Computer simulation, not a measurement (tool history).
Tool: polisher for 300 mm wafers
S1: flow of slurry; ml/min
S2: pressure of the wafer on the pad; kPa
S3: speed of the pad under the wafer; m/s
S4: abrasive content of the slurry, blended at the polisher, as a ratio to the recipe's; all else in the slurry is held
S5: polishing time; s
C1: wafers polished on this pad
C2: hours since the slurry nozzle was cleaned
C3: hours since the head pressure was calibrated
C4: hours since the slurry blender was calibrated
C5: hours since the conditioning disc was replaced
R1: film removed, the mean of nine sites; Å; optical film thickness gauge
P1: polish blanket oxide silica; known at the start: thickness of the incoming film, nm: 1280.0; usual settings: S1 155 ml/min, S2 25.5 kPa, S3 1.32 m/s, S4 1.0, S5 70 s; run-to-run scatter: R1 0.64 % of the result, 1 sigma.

{"run": 1, "hour": 10.7, "S1": 155, "S2": 25.5, "S3": 1.32, "S4": 1.0, "S5": 70, "C1": 910, "C2": 96.6, "C3": 143.7, "C4": 87.1, "C5": 71.0, "R1": 2102.5}
{"run": 2, "hour": 16.1, "S1": 155, "S2": 25.5, "S3": 1.32, "S4": 0.5, "S5": 70, "C1": 959, "C2": 102.0, "C3": 149.1, "C4": 92.5, "C5": 76.4, "R1": 1451.1}
{"run": 3, "hour": 24.8, "S1": 155, "S2": 25.5, "S3": 1.32, "S4": 1.0, "S5": 70, "C1": 1037, "C2": 110.7, "C3": 157.8, "C4": 101.2, "C5": 85.1, "R1": 2112.0}
{"run": 4, "hour": 31.3, "S1": 155, "S2": 25.5, "S3": 1.32, "S4": 1.0, "S5": 89, "C1": 1096, "C2": 117.2, "C3": 164.3, "C4": 107.7, "C5": 91.6, "R1": 2689.4}
{"run": 5, "hour": 42.1, "S1": 95, "S2": 25.5, "S3": 1.32, "S4": 1.0, "S5": 70, "C1": 1193, "C2": 128.0, "C3": 175.1, "C4": 118.5, "C5": 102.4, "R1": 1918.3}
{"run": 6, "hour": 53.9, "S1": 155, "S2": 25.5, "S3": 1.32, "S4": 1.0, "S5": 70, "C1": 1300, "C2": 139.8, "C3": 186.9, "C4": 130.3, "C5": 114.2, "R1": 2113.9}
{"run": 7, "hour": 62.2, "S1": 155, "S2": 25.5, "S3": 1.96, "S4": 1.0, "S5": 70, "C1": 1375, "C2": 148.1, "C3": 195.2, "C4": 138.6, "C5": 122.5, "R1": 2884.2}
{"run": 8, "hour": 68.2, "S1": 110, "S2": 38.6, "S3": 1.32, "S4": 1.0, "S5": 70, "C1": 1429, "C2": 154.1, "C3": 201.2, "C4": 144.6, "C5": 128.5, "R1": 2978.7}
{"run": 9, "hour": 78.4, "S1": 155, "S2": 25.5, "S3": 1.32, "S4": 1.3, "S5": 70, "C1": 1521, "C2": 164.3, "C3": 211.4, "C4": 154.8, "C5": 138.7, "R1": 2345.1}
{"run": 10, "hour": 87.1, "S1": 200, "S2": 25.5, "S3": 1.32, "S4": 1.0, "S5": 70, "C1": 1600, "C2": 173.0, "C3": 220.1, "C4": 163.5, "C5": 147.4, "R1": 2169.3}
{"run": 11, "hour": 95.3, "S1": 155, "S2": 37.2, "S3": 1.32, "S4": 1.0, "S5": 70, "C1": 1674, "C2": 181.2, "C3": 228.3, "C4": 171.7, "C5": 155.6, "R1": 3080.4}
{"run": 12, "hour": 107.1, "S1": 155, "S2": 11.7, "S3": 1.32, "S4": 1.0, "S5": 70, "C1": 1780, "C2": 193.0, "C3": 240.1, "C4": 183.5, "C5": 167.4, "R1": 981.82}
{"run": 13, "hour": 113.8, "S1": 155, "S2": 25.5, "S3": 1.32, "S4": 1.0, "S5": 32, "C1": 1841, "C2": 199.7, "C3": 246.8, "C4": 190.2, "C5": 174.1, "R1": 970.69}
{"run": 14, "hour": 119.4, "S1": 155, "S2": 25.5, "S3": 1.32, "S4": 1.0, "S5": 70, "C1": 1891, "C2": 205.3, "C3": 252.4, "C4": 195.8, "C5": 179.7, "R1": 2120.0}
{"run": 15, "hour": 127.2, "S1": 155, "S2": 25.5, "S3": 1.32, "S4": 1.0, "S5": 70, "C1": 1962, "C2": 213.1, "C3": 260.2, "C4": 203.6, "C5": 187.5, "R1": 2113.3}
{"hour": 128.8, "done": "head pressure recalibrated"}
{"hour": 137.4, "done": "slurry nozzle cleaned"}
{"run": 16, "hour": 138.9, "S1": 155, "S2": 25.5, "S3": 1.32, "S4": 1.0, "S5": 70, "C1": 2067, "C2": 1.6, "C3": 10.2, "C4": 215.3, "C5": 199.2, "R1": 2128.3}
{"run": 17, "hour": 149.8, "S1": 155, "S2": 25.5, "S3": 0.82, "S4": 1.0, "S5": 70, "C1": 2166, "C2": 12.5, "C3": 21.1, "C4": 226.2, "C5": 210.1, "R1": 1450.7}
{"run": 18, "hour": 158.5, "S1": 155, "S2": 25.5, "S3": 1.32, "S4": 1.0, "S5": 70, "C1": 2244, "C2": 21.2, "C3": 29.8, "C4": 234.9, "C5": 218.8, "R1": 2095.5}
{"run": 19, "hour": 165.5, "S1": 155, "S2": 25.5, "S3": 1.32, "S4": 1.0, "S5": 70, "C1": 2307, "C2": 28.2, "C3": 36.8, "C4": 241.9, "C5": 225.8, "R1": 2041.0}
{"run": 20, "hour": 177.2, "S1": 155, "S2": 25.5, "S3": 1.32, "S4": 1.0, "S5": 70, "C1": 2413, "C2": 39.9, "C3": 48.5, "C4": 253.6, "C5": 237.5, "R1": 1989.7}
{"run": 21, "hour": 183.8, "S1": 155, "S2": 25.5, "S3": 1.32, "S4": 1.0, "S5": 70, "C1": 2473, "C2": 46.5, "C3": 55.1, "C4": 260.2, "C5": 244.1, "R1": 1937.5}
{"run": 22, "hour": 196.1, "S1": 155, "S2": 25.5, "S3": 1.32, "S4": 1.0, "S5": 70, "C1": 2584, "C2": 58.8, "C3": 67.4, "C4": 272.5, "C5": 256.4, "R1": 1908.5}
{"run": 23, "hour": 206.3, "S1": 155, "S2": 25.5, "S3": 1.32, "S4": 1.0, "S5": 70, "C1": 2676, "C2": 69.0, "C3": 77.6, "C4": 282.7, "C5": 266.6, "R1": 1892.2}
{"run": 24, "hour": 212.8, "S1": 155, "S2": 25.5, "S3": 1.32, "S4": 1.0, "S5": 70, "C1": 2735, "C2": 75.5, "C3": 84.1, "C4": 289.2, "C5": 273.1, "R1": 1875.2}
{"hour": 213.3, "done": "slurry nozzle cleaned"}
{"hour": 219.5, "done": "worn pad replaced by a new one"}
{"hour": 219.6, "done": "conditioning disc replaced and pad reconditioned"}
{"run": 25, "hour": 223.4, "S1": 155, "S2": 25.5, "S3": 1.32, "S4": 1.0, "S5": 70, "C1": 35, "C2": 10.2, "C3": 94.7, "C4": 299.8, "C5": 3.9, "R1": 1882.5}
{"run": 26, "hour": 234.8, "S1": 155, "S2": 25.5, "S3": 1.32, "S4": 1.0, "S5": 70, "C1": 138, "C2": 21.6, "C3": 106.1, "C4": 311.2, "C5": 15.3, "R1": 1855.7}
{"run": 27, "hour": 241.6, "S1": 155, "S2": 25.5, "S3": 1.32, "S4": 1.0, "S5": 70, "C1": 200, "C2": 28.4, "C3": 112.9, "C4": 318.0, "C5": 22.1, "R1": 1855.7}

What P1 gives has crept away from where it was. These 2 causes fit the log equally well, each at the size given:
A: abrasive missing from the slurry, % = 22.7
B: head's pressure below its setpoint, % = 11.8
The creep began at about hour 158.5.
Why every other cause is out:
removal rate lost through wear of the pad, %: serviced at hour 219.5, which brought nothing back
slurry flow missing at the pad, %: serviced at hour 213.3, which brought nothing back
time polished since the conditioner stopped cutting, s: serviced at hour 219.6, which brought nothing back

4 check runs are offered, each on 2 wafers whose results are averaged, their results left as question marks. Which one tells the causes apart?
{"run": "check 1", "hour": 248.4, "S1": 105, "S2": 11.7, "S3": 1.32, "S4": 1.0, "S5": 70, "R1": "?"}
{"run": "check 2", "hour": 248.4, "S1": 155, "S2": 33.8, "S3": 1.32, "S4": 0.6, "S5": 70, "R1": "?"}
{"run": "check 3", "hour": 248.4, "S1": 155, "S2": 11.7, "S3": 0.84, "S4": 1.0, "S5": 70, "R1": "?"}
{"run": "check 4", "hour": 248.4, "S1": 155, "S2": 18.6, "S3": 1.32, "S4": 1.0, "S5": 33, "R1": "?"}

What each check would give under each cause:
check=check_1 result=R1 if_A=791.61 if_B=791.40
check=check_2 result=R1 if_A=1835.00 if_B=1894.80
check=check_3 result=R1 if_A=596.82 if_B=596.66
check=check_4 result=R1 if_A=641.52 if_B=641.35
How far apart the two closest causes lie, in the result that separates them most: check 1 0.03 %; check 2 3.21 %; check 3 0.03 %; check 4 0.03 %
Check 2 tells the causes apart: in the others they would give nearly the same result.

Then check 2 was run and gave: R1 1893.40 Å. Which cause is it?

It is B: head's pressure below its setpoint, %.
